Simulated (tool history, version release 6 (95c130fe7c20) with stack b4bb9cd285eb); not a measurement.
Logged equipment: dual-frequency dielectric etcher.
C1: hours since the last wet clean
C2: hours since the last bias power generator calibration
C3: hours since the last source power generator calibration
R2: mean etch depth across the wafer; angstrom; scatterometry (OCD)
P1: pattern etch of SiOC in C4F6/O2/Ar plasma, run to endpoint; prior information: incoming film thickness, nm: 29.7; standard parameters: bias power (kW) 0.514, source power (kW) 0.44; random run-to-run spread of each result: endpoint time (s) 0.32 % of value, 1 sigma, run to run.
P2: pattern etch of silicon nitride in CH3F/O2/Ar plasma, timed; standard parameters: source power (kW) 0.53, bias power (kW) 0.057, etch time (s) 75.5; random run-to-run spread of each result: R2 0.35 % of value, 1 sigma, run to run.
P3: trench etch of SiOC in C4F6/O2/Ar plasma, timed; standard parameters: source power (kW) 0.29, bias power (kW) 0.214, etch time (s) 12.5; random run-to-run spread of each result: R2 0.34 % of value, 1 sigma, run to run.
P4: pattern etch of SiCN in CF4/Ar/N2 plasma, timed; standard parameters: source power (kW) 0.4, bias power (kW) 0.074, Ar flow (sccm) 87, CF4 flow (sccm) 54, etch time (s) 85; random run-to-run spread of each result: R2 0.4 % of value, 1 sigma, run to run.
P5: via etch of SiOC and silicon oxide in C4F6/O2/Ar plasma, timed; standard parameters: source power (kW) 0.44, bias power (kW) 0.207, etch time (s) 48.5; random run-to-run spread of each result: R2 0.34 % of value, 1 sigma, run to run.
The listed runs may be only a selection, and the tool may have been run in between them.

{"run": 1, "day": 0.454, "process that ran": "P1", "bias power (kW)": 0.514, "source power (kW)": 0.44, "C1": 420.8, "C2": 2912.6, "C3": 1764.1, "endpoint time (s)": 9.3646}
{"run": 2, "day": 0.804, "process that ran": "P5", "bias power (kW)": 0.207, "source power (kW)": 0.44, "etch time (s)": 31.5, "C1": 429.2, "C2": 2921, "C3": 1772.5, "R2": 385.74}
{"run": 3, "day": 1.188, "process that ran": "P1", "bias power (kW)": 0.335, "source power (kW)": 0.58, "C1": 438.4, "C2": 2930.2, "C3": 1781.7, "endpoint time (s)": 9.8324}
{"run": 4, "day": 1.571, "process that ran": "P3", "bias power (kW)": 0.214, "source power (kW)": 0.29, "etch time (s)": 12.5, "C1": 447.6, "C2": 2939.4, "C3": 1790.9, "R2": 246.43}
{"run": 5, "day": 1.883, "process that ran": "P5", "bias power (kW)": 0.207, "source power (kW)": 0.44, "etch time (s)": 48.5, "C1": 455.1, "C2": 2946.9, "C3": 1798.4, "R2": 598.3}
{"run": 6, "day": 2.358, "process that ran": "P2", "bias power (kW)": 0.057, "source power (kW)": 0.53, "etch time (s)": 75.5, "C1": 466.5, "C2": 2958.3, "C3": 1809.8, "R2": 529.68}
{"run": 7, "day": 2.592, "process that ran": "P4", "bias power (kW)": 0.074, "source power (kW)": 0.48, "etch time (s)": 85, "Ar flow (sccm)": 87, "CF4 flow (sccm)": 54, "C1": 472.1, "C2": 2963.9, "C3": 1815.4, "R2": 789.47}
{"run": 8, "day": 2.938, "process that ran": "P1", "bias power (kW)": 0.514, "source power (kW)": 0.44, "C1": 480.4, "C2": 2972.2, "C3": 1823.7, "endpoint time (s)": 9.3529}
{"run": 9, "day": 3.3, "process that ran": "P2", "bias power (kW)": 0.057, "source power (kW)": 0.64, "etch time (s)": 75.5, "C1": 489.1, "C2": 2980.9, "C3": 1832.4, "R2": 570.76}
{"run": 10, "day": 3.592, "process that ran": "P1", "bias power (kW)": 0.514, "source power (kW)": 0.44, "C1": 496.1, "C2": 2987.9, "C3": 1839.4, "endpoint time (s)": 9.4166}
{"run": 11, "day": 4.004, "process that ran": "P2", "bias power (kW)": 0.04, "source power (kW)": 0.53, "etch time (s)": 75.5, "C1": 506, "C2": 2997.8, "C3": 1849.3, "R2": 475.55}
{"run": 12, "day": 4.438, "process that ran": "P2", "bias power (kW)": 0.057, "source power (kW)": 0.53, "etch time (s)": 47.5, "C1": 516.4, "C2": 3008.2, "C3": 1859.7, "R2": 333.29}
{"run": 13, "day": 4.875, "process that ran": "P1", "bias power (kW)": 0.402, "source power (kW)": 0.31, "C1": 526.9, "C2": 3018.7, "C3": 1870.2, "endpoint time (s)": 11.634}
{"run": 14, "day": 5.208, "process that ran": "P3", "bias power (kW)": 0.267, "source power (kW)": 0.29, "etch time (s)": 12.5, "C1": 534.9, "C2": 3026.7, "C3": 1878.2, "R2": 264.86}
{"run": 15, "day": 5.442, "process that ran": "P4", "bias power (kW)": 0.1, "source power (kW)": 0.4, "etch time (s)": 85, "Ar flow (sccm)": 87, "CF4 flow (sccm)": 54, "C1": 540.5, "C2": 3032.3, "C3": 1883.8, "R2": 746.82}
{"run": 16, "day": 5.808, "process that ran": "P4", "bias power (kW)": 0.074, "source power (kW)": 0.4, "etch time (s)": 85, "Ar flow (sccm)": 87, "CF4 flow (sccm)": 42, "C1": 549.3, "C2": 3041.1, "C3": 1892.6, "R2": 645.96}
{"run": 17, "day": 6.129, "process that ran": "P4", "bias power (kW)": 0.074, "source power (kW)": 0.4, "etch time (s)": 59.5, "Ar flow (sccm)": 87, "CF4 flow (sccm)": 54, "C1": 557, "C2": 3048.8, "C3": 1900.3, "R2": 469.67}
{"run": 18, "day": 6.579, "process that ran": "P1", "bias power (kW)": 0.514, "source power (kW)": 0.44, "C1": 567.8, "C2": 3059.6, "C3": 1911.1, "endpoint time (s)": 9.3427}
{"run": 19, "day": 6.862, "process that ran": "P5", "bias power (kW)": 0.207, "source power (kW)": 0.52, "etch time (s)": 48.5, "C1": 574.6, "C2": 3066.4, "C3": 1917.9, "R2": 636.04}
{"run": 20, "day": 7.283, "process that ran": "P1", "bias power (kW)": 0.718, "source power (kW)": 0.44, "C1": 584.7, "C2": 3076.5, "C3": 1928, "endpoint time (s)": 8.2225}
{"run": 21, "day": 7.621, "process that ran": "P1", "bias power (kW)": 0.514, "source power (kW)": 0.53, "C1": 592.8, "C2": 3084.6, "C3": 1936.1, "endpoint time (s)": 8.7671}
{"run": 22, "day": 7.854, "process that ran": "P3", "bias power (kW)": 0.214, "source power (kW)": 0.36, "etch time (s)": 12.5, "C1": 598.4, "C2": 3090.2, "C3": 1941.7, "R2": 267.48}
{"run": 23, "day": 8.258, "process that ran": "P1", "bias power (kW)": 0.318, "source power (kW)": 0.44, "C1": 608.1, "C2": 3099.9, "C3": 1951.4, "endpoint time (s)": 11.151}
{"run": 24, "day": 8.488, "process that ran": "P1", "bias power (kW)": 0.514, "source power (kW)": 0.44, "C1": 613.6, "C2": 3105.4, "C3": 1956.9, "endpoint time (s)": 9.3525}
{"run": 25, "day": 8.854, "process that ran": "P1", "bias power (kW)": 0.514, "source power (kW)": 0.35, "C1": 622.4, "C2": 3114.2, "C3": 1965.7, "endpoint time (s)": 10.147}
{"run": 26, "day": 9.075, "process that ran": "P4", "bias power (kW)": 0.074, "source power (kW)": 0.4, "etch time (s)": 85, "Ar flow (sccm)": 121, "CF4 flow (sccm)": 54, "C1": 627.7, "C2": 3119.5, "C3": 1971, "R2": 636}
{"run": 27, "day": 9.521, "process that ran": "P3", "bias power (kW)": 0.214, "source power (kW)": 0.29, "etch time (s)": 7, "C1": 638.4, "C2": 3130.2, "C3": 1981.7, "R2": 137.42}
{"run": 28, "day": 9.804, "process that ran": "P5", "bias power (kW)": 0.145, "source power (kW)": 0.44, "etch time (s)": 48.5, "C1": 645.2, "C2": 3137, "C3": 1988.5, "R2": 531.96}
{"run": 29, "day": 10.212, "process that ran": "P1", "bias power (kW)": 0.672, "source power (kW)": 0.35, "C1": 655, "C2": 3146.8, "C3": 1998.3, "endpoint time (s)": 9.1713}
{"run": 30, "day": 10.488, "process that ran": "P4", "bias power (kW)": 0.074, "source power (kW)": 0.4, "etch time (s)": 85, "Ar flow (sccm)": 87, "CF4 flow (sccm)": 54, "C1": 661.6, "C2": 3153.4, "C3": 2004.9, "R2": 669.24}
{"run": 31, "day": 10.725, "process that ran": "P1", "bias power (kW)": 0.514, "source power (kW)": 0.44, "C1": 667.3, "C2": 3159.1, "C3": 2010.6, "endpoint time (s)": 9.4092}
{"run": 32, "day": 11.108, "process that ran": "P1", "bias power (kW)": 0.514, "source power (kW)": 0.44, "C1": 676.5, "C2": 3168.3, "C3": 2019.8, "endpoint time (s)": 9.4308}
{"run": 33, "day": 11.438, "process that ran": "P1", "bias power (kW)": 0.514, "source power (kW)": 0.44, "C1": 684.4, "C2": 3176.2, "C3": 2027.7, "endpoint time (s)": 9.4838}
{"run": 34, "day": 11.779, "process that ran": "P1", "bias power (kW)": 0.514, "source power (kW)": 0.44, "C1": 692.6, "C2": 3184.4, "C3": 2035.9, "endpoint time (s)": 9.5002}
{"day": 11.946, "done": "wet clean of the chamber"}
{"run": 35, "day": 12.133, "process that ran": "P1", "bias power (kW)": 0.514, "source power (kW)": 0.44, "C1": 4.6, "C2": 3192.9, "C3": 2044.4, "endpoint time (s)": 9.4457}
{"run": 36, "day": 12.483, "process that ran": "P1", "bias power (kW)": 0.514, "source power (kW)": 0.44, "C1": 13, "C2": 3201.3, "C3": 2052.8, "endpoint time (s)": 9.5266}
{"run": 37, "day": 12.75, "process that ran": "P1", "bias power (kW)": 0.514, "source power (kW)": 0.44, "C1": 19.4, "C2": 3207.7, "C3": 2059.2, "endpoint time (s)": 9.5308}

The log shows P1 creeping away from where it was. Any of the 2 causes listed here, at the size stated for it, fits the log just as well as the others:
A: source power that arrives under what is set, % = 4.27
B: bias power that arrives under what is set, % = 4.24
At approximately day 10.725, the process output began to creep.
Why every other cause is out:
chamber walls in a state that lowers the etch rate, %: serviced at day 11.946, which brought nothing back

The list below offers 4 check runs, each averaging the results of 2 wafers, and shows each result as a question mark. For which of them would the listed causes give clearly different results?
{"run": "check 1", "day": 13.017, "process that ran": "P4", "bias power (kW)": 0.089, "source power (kW)": 0.4, "etch time (s)": 85, "Ar flow (sccm)": 87, "CF4 flow (sccm)": 54, "R2": "?"}
{"run": "check 2", "day": 13.017, "process that ran": "P3", "bias power (kW)": 0.248, "source power (kW)": 0.29, "etch time (s)": 9.5, "R2": "?"}
{"run": "check 3", "day": 13.017, "process that ran": "P2", "bias power (kW)": 0.045, "source power (kW)": 0.53, "etch time (s)": 75.5, "R2": "?"}
{"run": "check 4", "day": 13.017, "process that ran": "P5", "bias power (kW)": 0.207, "source power (kW)": 0.52, "etch time (s)": 48.5, "R2": "?"}

Predicted outcomes, by check and by cause:
check=check_1 result=R2 if_A=690.97 if_B=706.34
check=check_2 result=R2 if_A=193.46 if_B=193.78
check=check_3 result=R2 if_A=484.09 if_B=486.31
check=check_4 result=R2 if_A=626.4 if_B=628.17
Minimum pairwise separation of causes per check, each pair taken at its best-separating result: check 1 2.2 %; check 2 0.17 %; check 3 0.46 %; check 4 0.28 %
Check 1 is the one run that separates the causes; every other check would come out nearly the same whichever cause is at work.

Check 1 was then run and gave: R2 707.23 angstrom. Which cause is it?

It is B: bias power that arrives under what is set, %.
